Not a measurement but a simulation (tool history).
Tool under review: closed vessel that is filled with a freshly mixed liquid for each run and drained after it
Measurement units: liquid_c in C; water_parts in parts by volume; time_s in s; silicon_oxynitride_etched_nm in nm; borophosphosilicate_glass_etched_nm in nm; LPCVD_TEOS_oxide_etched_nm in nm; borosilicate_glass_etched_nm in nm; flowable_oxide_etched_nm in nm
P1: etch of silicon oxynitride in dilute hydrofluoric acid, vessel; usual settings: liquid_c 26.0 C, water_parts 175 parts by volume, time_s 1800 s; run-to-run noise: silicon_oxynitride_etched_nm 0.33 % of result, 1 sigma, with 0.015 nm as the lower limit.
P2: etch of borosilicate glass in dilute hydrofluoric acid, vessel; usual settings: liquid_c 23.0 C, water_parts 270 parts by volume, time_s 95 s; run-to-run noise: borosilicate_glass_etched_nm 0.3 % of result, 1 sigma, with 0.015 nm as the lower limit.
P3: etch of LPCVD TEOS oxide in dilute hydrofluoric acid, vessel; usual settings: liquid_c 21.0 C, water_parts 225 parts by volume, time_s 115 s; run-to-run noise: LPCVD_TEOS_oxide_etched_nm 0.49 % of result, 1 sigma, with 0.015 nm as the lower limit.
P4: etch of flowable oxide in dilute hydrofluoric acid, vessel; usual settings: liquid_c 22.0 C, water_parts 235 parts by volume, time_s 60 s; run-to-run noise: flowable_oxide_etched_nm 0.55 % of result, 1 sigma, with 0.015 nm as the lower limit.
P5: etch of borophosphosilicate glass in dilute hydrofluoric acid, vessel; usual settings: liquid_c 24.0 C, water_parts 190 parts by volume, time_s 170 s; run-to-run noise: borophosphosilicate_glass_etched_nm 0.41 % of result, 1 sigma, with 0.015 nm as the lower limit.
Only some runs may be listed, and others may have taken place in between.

| run | hour | process | liquid_c | water_parts | time_s | silicon_oxynitride_etched_nm | borophosphosilicate_glass_etched_nm | LPCVD_TEOS_oxide_etched_nm | borosilicate_glass_etched_nm | flowable_oxide_etched_nm |
|---|---|---|---|---|---|---|---|---|---|---|
| 1 | 4.9 | P1 | 26.0 | 175 | 1800 | 18.6870 |  |  |  |  |
| 2 | 7.7 | P1 | 26.0 | 300 | 1800 | 9.7956 |  |  |  |  |
| 3 | 12.9 | P5 | 24.0 | 35 | 170 |  | 218.790 |  |  |  |
| 4 | 19.0 | P3 | 21.0 | 225 | 115 |  |  | 12.928 |  |  |
| 5 | 25.5 | P3 | 21.0 | 225 | 200 |  |  | 22.276 |  |  |
| 6 | 32.0 | P1 | 34.0 | 175 | 1800 | 26.0300 |  |  |  |  |
| 7 | 37.1 | P1 | 20.0 | 175 | 965 | 7.5746 |  |  |  |  |
| 8 | 42.4 | P1 | 21.0 | 175 | 1800 | 14.6890 |  |  |  |  |
| 9 | 45.6 | P1 | 26.0 | 175 | 3025 | 31.1310 |  |  |  |  |
| 10 | 49.9 | P2 | 23.0 | 270 | 95 |  |  |  | 8.9279 |  |
| 11 | 53.8 | P1 | 26.0 | 315 | 3050 | 15.7310 |  |  |  |  |
| 12 | 60.1 | P1 | 19.0 | 265 | 1800 | 8.4007 |  |  |  |  |
| 13 | 66.6 | P5 | 24.0 | 190 | 170 |  | 33.758 |  |  |  |
| 14 | 70.4 | P1 | 26.0 | 175 | 1800 | 18.4130 |  |  |  |  |
| 15 | 75.0 | P3 | 21.0 | 85 | 115 |  |  | 39.576 |  |  |
| 16 | 79.4 | P4 | 22.0 | 235 | 60 |  |  |  |  | 11.8990 |
| 17 | 82.7 | P4 | 17.0 | 235 | 60 |  |  |  |  | 9.9165 |
| 18 | 87.7 | P4 | 22.0 | 235 | 30 |  |  |  |  | 5.9534 |
| 19 | 93.3 | P1 | 26.0 | 175 | 410 | 4.2122 |  |  |  |  |
| 20 | 99.2 | P2 | 23.0 | 470 | 95 |  |  |  | 4.2509 |  |
| 21 | 105.3 | P2 | 23.0 | 270 | 95 |  |  |  | 8.9040 |  |
| 22 | 111.5 | P3 | 17.0 | 225 | 115 |  |  | 10.871 |  |  |
| 23 | 115.5 | P2 | 28.5 | 270 | 95 |  |  |  | 10.8170 |  |
| 24 | 119.0 | P2 | 23.0 | 270 | 165 |  |  |  | 15.3970 |  |
| 25 | 125.3 | P1 | 26.0 | 175 | 1800 | 18.4380 |  |  |  |  |
| 26 | 128.2 | P5 | 31.5 | 190 | 170 |  | 43.727 |  |  |  |
| 27 | 131.9 | P1 | 26.0 | 175 | 1800 | 18.5250 |  |  |  |  |
| 28 | 137.4 | P3 | 21.0 | 225 | 115 |  |  | 12.827 |  |  |
| 29 | 143.3 | P5 | 24.0 | 190 | 30 |  | 5.920 |  |  |  |
| 30 | 149.4 | P1 | 26.0 | 95 | 1800 | 36.5050 |  |  |  |  |
| 31 | 154.0 | P4 | 22.0 | 75 | 60 |  |  |  |  | 44.9710 |
| 32 | 159.9 | P1 | 26.0 | 175 | 1800 | 18.4590 |  |  |  |  |
| 33 | 166.1 | P1 | 26.0 | 175 | 1800 | 17.5670 |  |  |  |  |
| 34 | 171.2 | P1 | 26.0 | 175 | 1800 | 17.3230 |  |  |  |  |
| 35 | 174.9 | P1 | 26.0 | 175 | 1800 | 17.2320 |  |  |  |  |
| 36 | 179.2 | P1 | 26.0 | 175 | 1800 | 17.0690 |  |  |  |  |
| 37 | 184.3 | P1 | 26.0 | 175 | 1800 | 17.0370 |  |  |  |  |
| 38 | 188.1 | P1 | 26.0 | 175 | 1800 | 16.9790 |  |  |  |  |

The output of P1 has drifted from where it used to be. Each of the 2 causes below, taken at the size shown beside it, accounts for the log equally well:
A: hydrofluoric acid flow below the setpoint (%) = 7.02
B: liquid colder than its thermometer reads (K) = 1.87
At approximately hour 159.9, the process output began to creep.

The check runs listed below each take one wafer, and their results are still question marks. Under which run would the listed causes lead to clearly different results?
| check 1 | 191.9 | P2 | 28.0 | 270 | 95 |  |  |  | ? |  |
| check 2 | 191.9 | P5 | 24.0 | 60 | 45 |  | ? |  |  |  |
| check 3 | 191.9 | P4 | 17.5 | 130 | 60 |  |  |  |  | ? |
| check 4 | 191.9 | P3 | 21.0 | 90 | 190 |  |  | ? |  |  |

What each check would give under each cause:
| check | result | if A | if B |
|---|---|---|---|
| check 1 | borosilicate_glass_etched_nm | 9.5974 | 9.9002 |
| check 2 | borophosphosilicate_glass_etched_nm | 30.367 | 30.420 |
| check 3 | flowable_oxide_etched_nm | 18.5760 | 18.6650 |
| check 4 | LPCVD_TEOS_oxide_etched_nm | 56.360 | 56.553 |
Per check, the gap between the least separated pair of causes, taken in the result that splits them most: check 1 3.11 %; check 2 0.18 %; check 3 0.48 %; check 4 0.34 %
The other checks would show nearly matching results whichever cause is true, so check 1 is the only one that separates the causes.

The results of check 1 are: borosilicate_glass_etched_nm 9.6034 nm. Based on these, which of the listed causes is it?

Of the candidate causes, it is A: hydrofluoric acid flow below the setpoint (%).

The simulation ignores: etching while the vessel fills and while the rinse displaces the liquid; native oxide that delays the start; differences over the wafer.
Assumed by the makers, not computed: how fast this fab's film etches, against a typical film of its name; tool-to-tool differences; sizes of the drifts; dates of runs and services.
